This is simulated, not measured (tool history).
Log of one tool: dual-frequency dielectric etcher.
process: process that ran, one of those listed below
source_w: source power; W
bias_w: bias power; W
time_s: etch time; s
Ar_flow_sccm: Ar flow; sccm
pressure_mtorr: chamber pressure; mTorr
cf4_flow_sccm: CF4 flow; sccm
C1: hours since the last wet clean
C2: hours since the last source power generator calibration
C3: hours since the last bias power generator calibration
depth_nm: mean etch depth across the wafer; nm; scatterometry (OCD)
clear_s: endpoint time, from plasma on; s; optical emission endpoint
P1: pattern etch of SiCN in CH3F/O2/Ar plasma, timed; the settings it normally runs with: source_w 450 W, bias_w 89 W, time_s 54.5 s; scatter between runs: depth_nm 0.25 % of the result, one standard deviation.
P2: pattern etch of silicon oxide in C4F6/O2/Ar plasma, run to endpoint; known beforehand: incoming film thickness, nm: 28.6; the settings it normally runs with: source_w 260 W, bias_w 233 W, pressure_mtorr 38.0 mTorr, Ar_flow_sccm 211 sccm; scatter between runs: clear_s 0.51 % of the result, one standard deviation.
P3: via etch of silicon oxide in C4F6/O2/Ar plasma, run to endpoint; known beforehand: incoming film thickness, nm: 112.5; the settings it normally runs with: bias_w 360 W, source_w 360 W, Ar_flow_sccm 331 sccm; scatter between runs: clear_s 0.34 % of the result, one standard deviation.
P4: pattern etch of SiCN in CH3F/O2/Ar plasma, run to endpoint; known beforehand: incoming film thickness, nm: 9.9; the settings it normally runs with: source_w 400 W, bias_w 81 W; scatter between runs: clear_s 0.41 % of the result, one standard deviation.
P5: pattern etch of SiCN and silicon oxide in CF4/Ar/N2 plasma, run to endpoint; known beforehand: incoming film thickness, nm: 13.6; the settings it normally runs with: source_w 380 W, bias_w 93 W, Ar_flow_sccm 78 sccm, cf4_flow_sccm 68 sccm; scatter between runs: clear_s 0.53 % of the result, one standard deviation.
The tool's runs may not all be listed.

Run 1, day 0.242: process P1, source_w 450 W, bias_w 89 W, time_s 54.5 s; C1 140.8; C2 1384.1; C3 1315.0. Result: depth_nm 23.379 nm.
Run 2, day 0.775: process P1, source_w 450 W, bias_w 89 W, time_s 54.5 s; C1 153.6; C2 1396.9; C3 1327.8. Result: depth_nm 23.489 nm.
Run 3, day 1.262: process P3, source_w 360 W, bias_w 360 W, Ar_flow_sccm 331 sccm; C1 165.3; C2 1408.6; C3 1339.5. Result: clear_s 30.3430 s.
Run 4, day 1.571: process P2, source_w 260 W, bias_w 233 W, Ar_flow_sccm 211 sccm, pressure_mtorr 38.0 mTorr; C1 172.7; C2 1416.0; C3 1346.9. Result: clear_s 9.7384 s.
Run 5, day 2.004: process P1, source_w 310 W, bias_w 89 W, time_s 54.5 s; C1 183.1; C2 1426.4; C3 1357.3. Result: depth_nm 20.485 nm.
Run 6, day 2.308: process P1, source_w 450 W, bias_w 89 W, time_s 54.5 s; C1 190.4; C2 1433.7; C3 1364.6. Result: depth_nm 23.379 nm.
Run 7, day 2.833: process P2, source_w 260 W, bias_w 233 W, Ar_flow_sccm 211 sccm, pressure_mtorr 30.5 mTorr; C1 203.0; C2 1446.3; C3 1377.2. Result: clear_s 9.4910 s.
Run 8, day 3.262: process P4, source_w 400 W, bias_w 81 W; C1 213.3; C2 1456.6; C3 1387.5. Result: clear_s 25.1880 s.
Run 9, day 3.629: process P2, source_w 260 W, bias_w 329 W, Ar_flow_sccm 211 sccm, pressure_mtorr 38.0 mTorr; C1 222.1; C2 1465.4; C3 1396.3. Result: clear_s 8.6472 s.
Run 10, day 3.879: process P1, source_w 450 W, bias_w 89 W, time_s 30.0 s; C1 228.1; C2 1471.4; C3 1402.3. Result: depth_nm 12.945 nm.
Run 11, day 4.188: process P1, source_w 580 W, bias_w 89 W, time_s 54.5 s; C1 235.5; C2 1478.8; C3 1409.7. Result: depth_nm 25.892 nm.
Run 12, day 4.483: process P3, source_w 360 W, bias_w 467 W, Ar_flow_sccm 331 sccm; C1 242.6; C2 1485.9; C3 1416.8. Result: clear_s 27.6780 s.
Run 13, day 4.988: process P3, source_w 360 W, bias_w 360 W, Ar_flow_sccm 419 sccm; C1 254.7; C2 1498.0; C3 1428.9. Result: clear_s 31.2280 s.
Run 14, day 5.479: process P1, source_w 450 W, bias_w 89 W, time_s 54.5 s; C1 266.5; C2 1509.8; C3 1440.7. Result: depth_nm 23.487 nm.
Run 15, day 5.979: process P1, source_w 450 W, bias_w 66 W, time_s 54.5 s; C1 278.5; C2 1521.8; C3 1452.7. Result: depth_nm 21.226 nm.
Run 16, day 6.342: process P2, source_w 180 W, bias_w 233 W, Ar_flow_sccm 211 sccm, pressure_mtorr 38.0 mTorr; C1 287.2; C2 1530.5; C3 1461.4. Result: clear_s 11.2060 s.
Run 17, day 6.633: process P5, source_w 380 W, bias_w 93 W, Ar_flow_sccm 98 sccm, cf4_flow_sccm 68 sccm; C1 294.2; C2 1537.5; C3 1468.4. Result: clear_s 16.7330 s.
Run 18, day 7.162: process P4, source_w 330 W, bias_w 81 W; C1 306.9; C2 1550.2; C3 1481.1. Result: clear_s 27.0990 s.
Run 19, day 7.638: process P5, source_w 380 W, bias_w 93 W, Ar_flow_sccm 78 sccm, cf4_flow_sccm 81 sccm; C1 318.3; C2 1561.6; C3 1492.5. Result: clear_s 15.8520 s.
Run 20, day 8.075: process P1, source_w 450 W, bias_w 105 W, time_s 54.5 s; C1 328.8; C2 1572.1; C3 1503.0. Result: depth_nm 24.972 nm.
Run 21, day 8.608: process P1, source_w 380 W, bias_w 89 W, time_s 66.5 s; C1 341.6; C2 1584.9; C3 1515.8. Result: depth_nm 26.762 nm.
Run 22, day 9.012: process P1, source_w 450 W, bias_w 89 W, time_s 81.5 s; C1 351.3; C2 1594.6; C3 1525.5. Result: depth_nm 35.012 nm.
Run 23, day 9.550: process P3, source_w 360 W, bias_w 360 W, Ar_flow_sccm 331 sccm; C1 364.2; C2 1607.5; C3 1538.4. Result: clear_s 30.2340 s.
Run 24, day 10.075: process P4, source_w 400 W, bias_w 81 W; C1 376.8; C2 1620.1; C3 1551.0. Result: clear_s 25.2580 s.
Run 25, day 10.475: process P5, source_w 270 W, bias_w 93 W, Ar_flow_sccm 78 sccm, cf4_flow_sccm 68 sccm; C1 386.4; C2 1629.7; C3 1560.6. Result: clear_s 21.9400 s.
Run 26, day 10.921: process P5, source_w 380 W, bias_w 115 W, Ar_flow_sccm 78 sccm, cf4_flow_sccm 68 sccm; C1 397.1; C2 1640.4; C3 1571.3. Result: clear_s 14.8940 s.
Run 27, day 11.262: process P3, source_w 430 W, bias_w 360 W, Ar_flow_sccm 331 sccm; C1 405.3; C2 1648.6; C3 1579.5. Result: clear_s 28.3160 s.
Run 28, day 11.529: process P2, source_w 260 W, bias_w 233 W, Ar_flow_sccm 277 sccm, pressure_mtorr 38.0 mTorr; C1 411.7; C2 1655.0; C3 1585.9. Result: clear_s 10.0110 s.
Run 29, day 11.817: process P5, source_w 380 W, bias_w 93 W, Ar_flow_sccm 78 sccm, cf4_flow_sccm 68 sccm; C1 418.6; C2 1661.9; C3 1592.8. Result: clear_s 16.1930 s.
Run 30, day 12.125: process P1, source_w 450 W, bias_w 89 W, time_s 54.5 s; C1 426.0; C2 1669.3; C3 1600.2. Result: depth_nm 23.480 nm.
Run 31, day 12.567: process P4, source_w 400 W, bias_w 99 W; C1 436.6; C2 1679.9; C3 1610.8. Result: clear_s 23.4840 s.
Run 32, day 12.888: process P1, source_w 450 W, bias_w 89 W, time_s 54.5 s; C1 444.3; C2 1687.6; C3 1618.5. Result: depth_nm 23.530 nm.
Run 33, day 13.271: process P1, source_w 450 W, bias_w 89 W, time_s 54.5 s; C1 453.5; C2 1696.8; C3 1627.7. Result: depth_nm 23.327 nm.
Run 34, day 13.796: process P1, source_w 450 W, bias_w 89 W, time_s 54.5 s; C1 466.1; C2 1709.4; C3 1640.3. Result: depth_nm 23.199 nm.
Run 35, day 14.279: process P1, source_w 450 W, bias_w 89 W, time_s 54.5 s; C1 477.7; C2 1721.0; C3 1651.9. Result: depth_nm 23.164 nm.
At day 14.579: wet clean of the chamber.
Run 36, day 14.588: process P1, source_w 450 W, bias_w 89 W, time_s 54.5 s; C1 0.2; C2 1728.4; C3 1659.3. Result: depth_nm 23.127 nm.
Run 37, day 15.033: process P1, source_w 450 W, bias_w 89 W, time_s 54.5 s; C1 10.9; C2 1739.1; C3 1670.0. Result: depth_nm 23.089 nm.
Run 38, day 15.267: process P1, source_w 450 W, bias_w 89 W, time_s 54.5 s; C1 16.5; C2 1744.7; C3 1675.6. Result: depth_nm 23.209 nm.
Run 39, day 15.546: process P1, source_w 450 W, bias_w 89 W, time_s 54.5 s; C1 23.2; C2 1751.4; C3 1682.3. Result: depth_nm 23.095 nm.

P1 no longer gives what it gave before; its output has crept away from where it was. The following 2 causes, each at its listed size, fit the log equally well:
A: bias power that arrives under what is set, % = 3.82
B: source power that arrives under what is set, % = 3.75
The onset of the drift is placed at about day 12.888.
All other causes, with the reason each is excluded:
chamber walls in a state that lowers the etch rate, %: work on it at day 14.579, done after the drift set in, did not restore what the process gave before

The list below offers 4 check runs, each averaging the results of 5 wafers, and shows each result as a question mark. For which of them would the listed causes give clearly different results?
Run check 1, day 15.825: process P5, source_w 380 W, bias_w 93 W, Ar_flow_sccm 78 sccm, cf4_flow_sccm 68 sccm. Result: clear_s ?.
Run check 2, day 15.825: process P3, source_w 360 W, bias_w 360 W, Ar_flow_sccm 331 sccm. Result: clear_s ?.
Run check 3, day 15.825: process P2, source_w 260 W, bias_w 233 W, Ar_flow_sccm 211 sccm, pressure_mtorr 38.0 mTorr. Result: clear_s ?.
Run check 4, day 15.825: process P4, source_w 400 W, bias_w 81 W. Result: clear_s ?.

How each check would come out, cause by cause:
  check   result     if A     if B
check 1  clear_s  16.4190  16.7510
check 2  clear_s  30.6490  30.6620
check 3  clear_s   9.8365   9.8487
check 4  clear_s  25.5500  25.5550
Minimum pairwise separation of causes per check, each pair taken at its best-separating result: check 1 2 %; check 2 0.04 %; check 3 0.12 %; check 4 0.02 %
Check 1 is the one run that separates the causes; every other check would come out nearly the same whichever cause is at work.

Running check 1 produced the following: clear_s 16.7340 s. Which one of the listed causes fits?

The correct cause is B, namely: source power that arrives under what is set, %.

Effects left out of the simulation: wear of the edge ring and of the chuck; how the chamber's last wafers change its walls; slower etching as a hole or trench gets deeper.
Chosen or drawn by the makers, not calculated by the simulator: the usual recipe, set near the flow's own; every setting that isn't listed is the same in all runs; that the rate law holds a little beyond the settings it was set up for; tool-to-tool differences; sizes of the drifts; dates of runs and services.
